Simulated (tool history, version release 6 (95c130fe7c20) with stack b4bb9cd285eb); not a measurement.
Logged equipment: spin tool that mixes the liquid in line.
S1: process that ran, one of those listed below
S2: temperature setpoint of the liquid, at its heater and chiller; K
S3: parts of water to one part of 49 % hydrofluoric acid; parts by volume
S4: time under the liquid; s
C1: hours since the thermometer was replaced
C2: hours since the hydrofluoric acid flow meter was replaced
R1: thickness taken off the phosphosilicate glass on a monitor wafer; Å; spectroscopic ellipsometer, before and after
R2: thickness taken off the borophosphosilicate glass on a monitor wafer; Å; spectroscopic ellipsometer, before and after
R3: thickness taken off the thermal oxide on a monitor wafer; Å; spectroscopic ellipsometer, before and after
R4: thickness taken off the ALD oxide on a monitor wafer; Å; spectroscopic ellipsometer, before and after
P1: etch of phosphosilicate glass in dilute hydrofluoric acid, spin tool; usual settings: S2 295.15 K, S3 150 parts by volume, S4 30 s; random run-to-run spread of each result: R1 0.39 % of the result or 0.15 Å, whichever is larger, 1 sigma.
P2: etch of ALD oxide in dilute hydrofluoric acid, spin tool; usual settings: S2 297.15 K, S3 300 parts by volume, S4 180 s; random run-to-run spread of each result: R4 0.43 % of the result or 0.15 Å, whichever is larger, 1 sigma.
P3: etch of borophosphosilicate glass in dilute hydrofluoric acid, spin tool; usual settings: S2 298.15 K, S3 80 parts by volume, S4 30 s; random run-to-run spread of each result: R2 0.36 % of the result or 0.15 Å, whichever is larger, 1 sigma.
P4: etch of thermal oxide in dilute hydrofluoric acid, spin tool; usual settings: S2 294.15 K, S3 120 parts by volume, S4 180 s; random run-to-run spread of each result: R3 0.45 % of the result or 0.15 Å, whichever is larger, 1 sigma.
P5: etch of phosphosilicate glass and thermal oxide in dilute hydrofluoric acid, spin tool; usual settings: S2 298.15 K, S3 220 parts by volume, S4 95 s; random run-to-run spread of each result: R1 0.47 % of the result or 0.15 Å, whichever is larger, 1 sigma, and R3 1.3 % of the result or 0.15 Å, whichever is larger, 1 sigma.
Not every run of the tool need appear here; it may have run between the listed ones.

run 1 hour=17.4 | S1=P1 S2=295.15 S3=150 S4=30 | C1=1297.9 C2=341.6 | R1=264.31
run 2 hour=25 | S1=P3 S2=298.15 S3=80 S4=15 | C1=1305.5 C2=349.2 | R2=57.039
run 3 hour=42 | S1=P5 S2=298.15 S3=220 S4=95 | C1=1322.5 C2=366.2 | R1=294.9 R3=18.388
run 4 hour=58.2 | S1=P4 S2=294.15 S3=120 S4=180 | C1=1338.7 C2=382.4 | R3=63.041
run 5 hour=73.6 | S1=P1 S2=295.15 S3=235 S4=30 | C1=1354.1 C2=397.8 | R1=154.52
run 6 hour=84.5 | S1=P3 S2=298.15 S3=80 S4=30 | C1=1365 C2=408.7 | R2=113.23
run 7 hour=101.4 | S1=P2 S2=297.15 S3=300 S4=315 | C1=1381.9 C2=425.6 | R4=259.38
run 8 hour=111.2 | S1=P1 S2=301.65 S3=150 S4=50 | C1=1391.7 C2=435.4 | R1=563.79
run 9 hour=118.8 | S1=P1 S2=291.65 S3=70 S4=30 | C1=1399.3 C2=443 | R1=538.81
run 10 hour=135.5 | S1=P3 S2=303.65 S3=80 S4=30 | C1=1416 C2=459.7 | R2=141.28
run 11 hour=148.9 | S1=P4 S2=300.65 S3=120 S4=180 | C1=1429.4 C2=473.1 | R3=80.455
run 12 hour=157.4 | S1=P2 S2=297.15 S3=545 S4=180 | C1=1437.9 C2=481.6 | R4=65.17
run 13 hour=173.2 | S1=P1 S2=295.15 S3=55 S4=30 | C1=1453.7 C2=497.4 | R1=809.54
run 14 hour=187.4 | S1=P2 S2=297.15 S3=300 S4=180 | C1=1467.9 C2=511.6 | R4=148.22
run 15 hour=196.9 | S1=P1 S2=303.15 S3=150 S4=30 | C1=1477.4 C2=521.1 | R1=358.49
run 16 hour=209.7 | S1=P2 S2=303.65 S3=300 S4=180 | C1=1490.2 C2=533.9 | R4=184.33
run 17 hour=220.4 | S1=P1 S2=295.15 S3=150 S4=30 | C1=1500.9 C2=544.6 | R1=264.3
run 18 hour=231.5 | S1=P5 S2=302.65 S3=220 S4=95 | C1=1512 C2=555.7 | R1=349.79 R3=21.913
run 19 hour=242.7 | S1=P1 S2=295.15 S3=150 S4=30 | C1=1523.2 C2=566.9 | R1=264.5
run 20 hour=257.9 | S1=P5 S2=298.15 S3=220 S4=95 | C1=1538.4 C2=582.1 | R1=298.54 R3=18.274
run 21 hour=265.4 | S1=P3 S2=298.15 S3=30 S4=30 | C1=1545.9 C2=589.6 | R2=322.85
run 22 hour=277.8 | S1=P1 S2=295.15 S3=150 S4=30 | C1=1558.3 C2=602 | R1=265.13
run 23 hour=285.4 | S1=P1 S2=295.15 S3=150 S4=55 | C1=1565.9 C2=609.6 | R1=484.09
run 24 hour=297.8 | S1=P1 S2=290.15 S3=150 S4=30 | C1=1578.3 C2=622 | R1=217.14
run 25 hour=312.1 | S1=P1 S2=295.15 S3=265 S4=45 | C1=1592.6 C2=636.3 | R1=199.4
run 26 hour=329.2 | S1=P4 S2=294.15 S3=120 S4=35 | C1=1609.7 C2=653.4 | R3=12.012
run 27 hour=343.8 | S1=P4 S2=294.15 S3=65 S4=180 | C1=1624.3 C2=668 | R3=122.73
run 28 hour=352.7 | S1=P4 S2=294.15 S3=120 S4=180 | C1=1633.2 C2=676.9 | R3=62.608
run 29 hour=361 | S1=P1 S2=295.15 S3=150 S4=30 | C1=1641.5 C2=685.2 | R1=265.48
run 30 hour=370.5 | S1=P1 S2=295.15 S3=150 S4=30 | C1=1651 C2=694.7 | R1=264.98
run 31 hour=384.6 | S1=P1 S2=295.15 S3=150 S4=15 | C1=1665.1 C2=708.8 | R1=132.41
run 32 hour=395.6 | S1=P3 S2=298.15 S3=80 S4=30 | C1=1676.1 C2=719.8 | R2=112.38
run 33 hour=406.6 | S1=P5 S2=298.15 S3=100 S4=95 | C1=1687.1 C2=730.8 | R1=751.12 R3=45.89
run 34 hour=416.8 | S1=P2 S2=297.15 S3=300 S4=180 | C1=1697.3 C2=741 | R4=147.82
run 35 hour=432.2 | S1=P5 S2=298.15 S3=220 S4=15 | C1=1712.7 C2=756.4 | R1=47.203 R3=2.8044
run 36 hour=445.9 | S1=P1 S2=295.15 S3=150 S4=30 | C1=1726.4 C2=770.1 | R1=264.87
run 37 hour=453.8 | S1=P1 S2=295.15 S3=150 S4=30 | C1=1734.3 C2=778 | R1=274.06
run 38 hour=466.1 | S1=P1 S2=295.15 S3=150 S4=30 | C1=1746.6 C2=790.3 | R1=282.44
run 39 hour=476.1 | S1=P1 S2=295.15 S3=150 S4=30 | C1=1756.6 C2=800.3 | R1=283.76
run 40 hour=484.4 | S1=P1 S2=295.15 S3=150 S4=30 | C1=1764.9 C2=808.6 | R1=283.35
run 41 hour=494.6 | S1=P1 S2=295.15 S3=150 S4=30 | C1=1775.1 C2=818.8 | R1=287.1
run 42 hour=506.8 | S1=P1 S2=295.15 S3=150 S4=30 | C1=1787.3 C2=831 | R1=285.04

P1 has crept away from where it was. The log is fitted equally well by each of these 2 causes, at the sizes shown:
A: hydrofluoric acid flow above the setpoint (%) = 6.73
B: liquid hotter than its thermometer reads (K) = 1.96
The creep began at about hour 445.9.

Consider the 4 single-wafer check runs listed below, results given as question marks: which one distinguishes between the causes by giving clearly different results for each?
run check 1 hour=519 | S1=P3 S2=303.15 S3=35 S4=30 | R2=?
run check 2 hour=519 | S1=P2 S2=301.15 S3=490 S4=180 | R4=?
run check 3 hour=519 | S1=P4 S2=294.15 S3=120 S4=120 | R3=?
run check 4 hour=519 | S1=P5 S2=298.15 S3=220 S4=15 | R1=? R3=?

How each check would come out, cause by cause:
check=check_1 result=R2 if_A=359.47 if_B=362.64
check=check_2 result=R4 if_A=94.558 if_B=91.219
check=check_3 result=R3 if_A=44.664 if_B=44.861
check=check_4 result=R1 if_A=50.917 if_B=50.398
check=check_4 result=R3 if_A=3.1421 if_B=3.11
Gap, in per cent, between the two causes that each check separates least, read from the result that separates them most: check 1 0.88 %; check 2 3.59 %; check 3 0.44 %; check 4 1.02 %
Only check 2 tells the causes apart: in the others they would give nearly the same result.

Check 2 has now been run. It gave: R4 91.121 Å. Which of the candidate causes is it?

Of the candidate causes, it is B: liquid hotter than its thermometer reads (K).

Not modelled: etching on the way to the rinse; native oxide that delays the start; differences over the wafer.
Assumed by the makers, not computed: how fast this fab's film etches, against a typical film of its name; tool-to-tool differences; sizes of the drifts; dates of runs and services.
